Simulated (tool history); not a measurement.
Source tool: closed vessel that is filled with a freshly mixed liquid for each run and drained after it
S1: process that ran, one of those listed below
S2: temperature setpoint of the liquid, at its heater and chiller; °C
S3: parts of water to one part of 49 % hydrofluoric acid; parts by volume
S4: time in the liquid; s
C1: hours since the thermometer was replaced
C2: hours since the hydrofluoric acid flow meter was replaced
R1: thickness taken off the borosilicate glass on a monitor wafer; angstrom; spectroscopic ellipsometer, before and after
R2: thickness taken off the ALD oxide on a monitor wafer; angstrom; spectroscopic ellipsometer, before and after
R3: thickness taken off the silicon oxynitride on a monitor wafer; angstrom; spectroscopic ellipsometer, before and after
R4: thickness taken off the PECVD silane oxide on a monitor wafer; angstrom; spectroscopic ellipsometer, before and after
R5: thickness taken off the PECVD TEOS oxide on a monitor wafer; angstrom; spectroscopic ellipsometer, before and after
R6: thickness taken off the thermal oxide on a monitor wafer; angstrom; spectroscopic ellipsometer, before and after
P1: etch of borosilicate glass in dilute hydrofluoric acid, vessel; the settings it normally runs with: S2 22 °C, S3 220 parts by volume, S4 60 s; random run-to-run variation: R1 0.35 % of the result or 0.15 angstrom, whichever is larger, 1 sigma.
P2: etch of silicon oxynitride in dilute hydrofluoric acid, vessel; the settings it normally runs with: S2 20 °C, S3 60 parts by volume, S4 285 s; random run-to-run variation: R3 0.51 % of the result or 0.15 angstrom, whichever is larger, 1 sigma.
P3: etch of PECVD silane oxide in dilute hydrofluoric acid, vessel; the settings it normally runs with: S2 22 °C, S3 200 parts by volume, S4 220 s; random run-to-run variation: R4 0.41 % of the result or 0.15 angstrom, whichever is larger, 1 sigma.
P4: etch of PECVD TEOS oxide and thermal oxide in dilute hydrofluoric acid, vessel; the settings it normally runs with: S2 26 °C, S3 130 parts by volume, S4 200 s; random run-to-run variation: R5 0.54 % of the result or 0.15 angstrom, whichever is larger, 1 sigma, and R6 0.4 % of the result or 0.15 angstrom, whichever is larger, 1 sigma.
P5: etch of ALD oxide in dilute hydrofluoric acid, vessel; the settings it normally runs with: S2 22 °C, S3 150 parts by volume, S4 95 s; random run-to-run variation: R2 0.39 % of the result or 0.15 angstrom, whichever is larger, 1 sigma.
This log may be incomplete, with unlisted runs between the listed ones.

{"run": 1, "day": 0.425, "S1": "P1", "S2": 22, "S3": 220, "S4": 60, "C1": 676, "C2": 1124.8, "R1": 83.97}
{"run": 2, "day": 0.979, "S1": "P5", "S2": 22, "S3": 150, "S4": 95, "C1": 689.3, "C2": 1138.1, "R2": 97.046}
{"run": 3, "day": 1.362, "S1": "P2", "S2": 20, "S3": 60, "S4": 285, "C1": 698.5, "C2": 1147.3, "R3": 154.74}
{"run": 4, "day": 2.046, "S1": "P1", "S2": 22, "S3": 220, "S4": 60, "C1": 714.9, "C2": 1163.7, "R1": 84.011}
{"run": 5, "day": 2.496, "S1": "P3", "S2": 22, "S3": 200, "S4": 220, "C1": 725.7, "C2": 1174.5, "R4": 148.62}
{"run": 6, "day": 3.079, "S1": "P4", "S2": 26, "S3": 130, "S4": 200, "C1": 739.7, "C2": 1188.5, "R5": 201.2, "R6": 80.711}
{"run": 7, "day": 3.575, "S1": "P5", "S2": 18, "S3": 150, "S4": 95, "C1": 751.6, "C2": 1200.4, "R2": 83.465}
{"run": 8, "day": 4.092, "S1": "P1", "S2": 22, "S3": 80, "S4": 60, "C1": 764, "C2": 1212.8, "R1": 269.33}
{"run": 9, "day": 4.829, "S1": "P4", "S2": 26, "S3": 130, "S4": 370, "C1": 781.7, "C2": 1230.5, "R5": 370.86, "R6": 148.34}
{"run": 10, "day": 5.333, "S1": "P5", "S2": 22, "S3": 90, "S4": 95, "C1": 793.8, "C2": 1242.6, "R2": 174.64}
{"run": 11, "day": 6.096, "S1": "P1", "S2": 29, "S3": 220, "S4": 60, "C1": 812.1, "C2": 1260.9, "R1": 107.33}
{"run": 12, "day": 6.658, "S1": "P1", "S2": 22, "S3": 350, "S4": 60, "C1": 825.6, "C2": 1274.4, "R1": 46.387}
{"run": 13, "day": 7.05, "S1": "P2", "S2": 28, "S3": 60, "S4": 285, "C1": 835, "C2": 1283.8, "R3": 229.19}
{"run": 14, "day": 7.638, "S1": "P3", "S2": 22, "S3": 200, "S4": 330, "C1": 849.1, "C2": 1297.9, "R4": 224.99}
{"run": 15, "day": 8.371, "S1": "P5", "S2": 22, "S3": 150, "S4": 95, "C1": 866.7, "C2": 1315.5, "R2": 96.838}
{"run": 16, "day": 9.062, "S1": "P1", "S2": 22, "S3": 220, "S4": 60, "C1": 883.3, "C2": 1332.1, "R1": 84.369}
{"run": 17, "day": 9.425, "S1": "P4", "S2": 26, "S3": 45, "S4": 200, "C1": 892, "C2": 1340.8, "R5": 644.47, "R6": 258.67}
{"run": 18, "day": 10.154, "S1": "P5", "S2": 22, "S3": 150, "S4": 155, "C1": 909.5, "C2": 1358.3, "R2": 158.17}
{"run": 19, "day": 10.712, "S1": "P1", "S2": 17, "S3": 220, "S4": 60, "C1": 922.9, "C2": 1371.7, "R1": 69.481}
{"run": 20, "day": 11.133, "S1": "P2", "S2": 20, "S3": 60, "S4": 40, "C1": 933, "C2": 1381.8, "R3": 21.784}
{"run": 21, "day": 11.692, "S1": "P1", "S2": 22, "S3": 375, "S4": 80, "C1": 946.4, "C2": 1395.2, "R1": 56.866}
{"run": 22, "day": 12.396, "S1": "P3", "S2": 22, "S3": 200, "S4": 220, "C1": 963.3, "C2": 1412.1, "R4": 148.83}
{"run": 23, "day": 13.088, "S1": "P3", "S2": 22, "S3": 320, "S4": 220, "C1": 979.9, "C2": 1428.7, "R4": 82.231}
{"run": 24, "day": 13.679, "S1": "P2", "S2": 20, "S3": 60, "S4": 285, "C1": 994.1, "C2": 1442.9, "R3": 156.41}
{"run": 25, "day": 14.121, "S1": "P1", "S2": 22, "S3": 220, "S4": 30, "C1": 1004.7, "C2": 1453.5, "R1": 41.981}
{"run": 26, "day": 14.579, "S1": "P1", "S2": 26.5, "S3": 220, "S4": 105, "C1": 1015.7, "C2": 1464.5, "R1": 172.58}
{"run": 27, "day": 14.954, "S1": "P1", "S2": 28, "S3": 220, "S4": 30, "C1": 1024.7, "C2": 1473.5, "R1": 52.122}
{"run": 28, "day": 15.454, "S1": "P2", "S2": 20, "S3": 95, "S4": 285, "C1": 1036.7, "C2": 1485.5, "R3": 95.988}
{"run": 29, "day": 16.138, "S1": "P1", "S2": 22, "S3": 220, "S4": 95, "C1": 1053.1, "C2": 1501.9, "R1": 132.99}
{"run": 30, "day": 16.617, "S1": "P4", "S2": 19, "S3": 130, "S4": 200, "C1": 1064.6, "C2": 1513.4, "R5": 150.72, "R6": 59.939}
{"run": 31, "day": 17.262, "S1": "P1", "S2": 22, "S3": 220, "S4": 60, "C1": 1080.1, "C2": 1528.9, "R1": 83.191}
{"run": 32, "day": 17.675, "S1": "P3", "S2": 17, "S3": 200, "S4": 220, "C1": 1090, "C2": 1538.8, "R4": 121.71}
{"run": 33, "day": 18.383, "S1": "P1", "S2": 22, "S3": 220, "S4": 60, "C1": 1107, "C2": 1555.8, "R1": 84.22}
{"run": 34, "day": 18.738, "S1": "P1", "S2": 22, "S3": 220, "S4": 60, "C1": 1115.5, "C2": 1564.3, "R1": 81.304}
{"run": 35, "day": 19.142, "S1": "P1", "S2": 22, "S3": 220, "S4": 60, "C1": 1125.2, "C2": 1574, "R1": 80.087}
{"run": 36, "day": 19.821, "S1": "P1", "S2": 22, "S3": 220, "S4": 60, "C1": 1141.5, "C2": 1590.3, "R1": 79.255}
{"run": 37, "day": 20.583, "S1": "P1", "S2": 22, "S3": 220, "S4": 60, "C1": 1159.8, "C2": 1608.6, "R1": 78.49}
{"run": 38, "day": 20.917, "S1": "P1", "S2": 22, "S3": 220, "S4": 60, "C1": 1167.8, "C2": 1616.6, "R1": 78.309}
{"run": 39, "day": 21.521, "S1": "P1", "S2": 22, "S3": 220, "S4": 60, "C1": 1182.3, "C2": 1631.1, "R1": 78.304}

What P1 gives has crept away from where it was. These 2 causes fit the log equally well, each at the size given:
A: hydrofluoric acid flow below the setpoint (%) = 5.5
B: liquid colder than its thermometer reads (K) = 1.84
Creep in the process output first set in at about day 18.383.

Each of the check runs listed below is run on 2 wafers and reports their average, with the results left as question marks. Pick the one under which the possible causes would lead to clearly different results.
{"run": "check 1", "day": 22.125, "S1": "P5", "S2": 22, "S3": 150, "S4": 95, "R2": "?"}
{"run": "check 2", "day": 22.125, "S1": "P4", "S2": 26, "S3": 130, "S4": 200, "R5": "?", "R6": "?"}
{"run": "check 3", "day": 22.125, "S1": "P2", "S2": 20, "S3": 60, "S4": 285, "R3": "?"}
{"run": "check 4", "day": 22.125, "S1": "P3", "S2": 22, "S3": 200, "S4": 220, "R4": "?"}

What each check would give under each cause:
check=check_1 result=R2 if_A=90.928 if_B=90.348
check=check_2 result=R5 if_A=186.72 if_B=185.84
check=check_2 result=R6 if_A=74.841 if_B=74.489
check=check_3 result=R3 if_A=146.51 if_B=141.66
check=check_4 result=R4 if_A=138.6 if_B=138.36
How far apart the two closest causes lie, in the result that separates them most: check 1 0.64 %; check 2 0.47 %; check 3 3.37 %; check 4 0.18 %
The causes can be told apart only by check 3. The other checks would give nearly the same results under each of them.

Check 3 was then run and gave: R3 141.42 angstrom. Which cause is it?

Of the candidate causes, it is B: liquid colder than its thermometer reads (K).
